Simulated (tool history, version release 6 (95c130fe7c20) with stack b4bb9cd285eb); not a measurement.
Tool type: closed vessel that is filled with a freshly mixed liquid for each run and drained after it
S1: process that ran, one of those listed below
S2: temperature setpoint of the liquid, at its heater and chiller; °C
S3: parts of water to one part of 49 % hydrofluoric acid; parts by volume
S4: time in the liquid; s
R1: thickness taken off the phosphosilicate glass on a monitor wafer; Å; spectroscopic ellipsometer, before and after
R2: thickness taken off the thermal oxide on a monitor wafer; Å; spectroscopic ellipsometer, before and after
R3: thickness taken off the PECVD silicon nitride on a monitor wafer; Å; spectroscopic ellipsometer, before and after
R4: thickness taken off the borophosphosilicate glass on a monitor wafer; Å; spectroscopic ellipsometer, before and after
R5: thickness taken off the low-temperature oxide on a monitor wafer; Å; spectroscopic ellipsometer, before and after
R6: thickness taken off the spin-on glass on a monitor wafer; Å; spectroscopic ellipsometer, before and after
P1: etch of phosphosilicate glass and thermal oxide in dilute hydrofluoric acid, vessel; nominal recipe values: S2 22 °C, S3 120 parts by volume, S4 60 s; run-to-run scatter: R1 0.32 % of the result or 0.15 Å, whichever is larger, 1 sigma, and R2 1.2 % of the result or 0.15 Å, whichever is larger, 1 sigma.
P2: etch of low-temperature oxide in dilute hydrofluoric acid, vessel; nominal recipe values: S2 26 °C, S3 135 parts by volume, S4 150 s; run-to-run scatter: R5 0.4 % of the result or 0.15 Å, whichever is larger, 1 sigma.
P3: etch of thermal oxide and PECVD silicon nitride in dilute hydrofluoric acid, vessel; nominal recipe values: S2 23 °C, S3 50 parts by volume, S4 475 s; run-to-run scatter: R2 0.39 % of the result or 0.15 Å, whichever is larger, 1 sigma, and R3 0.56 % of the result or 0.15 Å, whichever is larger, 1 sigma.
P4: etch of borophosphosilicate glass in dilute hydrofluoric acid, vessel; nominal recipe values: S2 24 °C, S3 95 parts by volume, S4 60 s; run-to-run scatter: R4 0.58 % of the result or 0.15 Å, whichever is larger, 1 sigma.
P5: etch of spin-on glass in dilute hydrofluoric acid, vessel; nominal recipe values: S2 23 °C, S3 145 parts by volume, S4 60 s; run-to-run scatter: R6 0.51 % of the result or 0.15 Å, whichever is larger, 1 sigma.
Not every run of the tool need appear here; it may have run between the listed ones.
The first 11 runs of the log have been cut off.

Run 12, hour 138.9: S1 P1, S2 28 °C, S3 120 parts by volume, S4 60 s. Result: R1 566.66 Å, R2 27.183 Å.
Run 13, hour 148.3: S1 P1, S2 22 °C, S3 120 parts by volume, S4 60 s. Result: R1 448.8 Å, R2 21.478 Å.
Run 14, hour 155.4: S1 P1, S2 22 °C, S3 120 parts by volume, S4 110 s. Result: R1 820.21 Å, R2 39.527 Å.
Run 15, hour 162.9: S1 P4, S2 24 °C, S3 95 parts by volume, S4 60 s. Result: R4 301.14 Å.
Run 16, hour 169.9: S1 P5, S2 30 °C, S3 145 parts by volume, S4 60 s. Result: R6 112.43 Å.
Run 17, hour 177.8: S1 P5, S2 23 °C, S3 40 parts by volume, S4 60 s. Result: R6 358.98 Å.
Run 18, hour 187.2: S1 P4, S2 24 °C, S3 20 parts by volume, S4 60 s. Result: R4 1573.1 Å.
Run 19, hour 198.5: S1 P1, S2 22 °C, S3 120 parts by volume, S4 60 s. Result: R1 448.33 Å, R2 21.602 Å.
Run 20, hour 209.5: S1 P2, S2 18 °C, S3 135 parts by volume, S4 150 s. Result: R5 238.74 Å.
Run 21, hour 221.2: S1 P1, S2 27 °C, S3 120 parts by volume, S4 85 s. Result: R1 769.39 Å, R2 36.101 Å.
Run 22, hour 228.7: S1 P3, S2 23 °C, S3 80 parts by volume, S4 475 s. Result: R2 277.38 Å, R3 89.754 Å.
Run 23, hour 242.6: S1 P2, S2 26 °C, S3 135 parts by volume, S4 150 s. Result: R5 331.99 Å.
Run 24, hour 254.8: S1 P3, S2 23 °C, S3 50 parts by volume, S4 475 s. Result: R2 466.27 Å, R3 140.98 Å.
Run 25, hour 270.8: S1 P3, S2 23 °C, S3 50 parts by volume, S4 475 s. Result: R2 460.74 Å, R3 142.83 Å.

What does the tool deliver on the next run?
Run 26, hour 284.2: S1 P1, S2 22 °C, S3 120 parts by volume, S4 60 s. Result: R1 ?, R2 ?.

Run 26 came out at R1 448.28 Å, R2 21.733 Å.
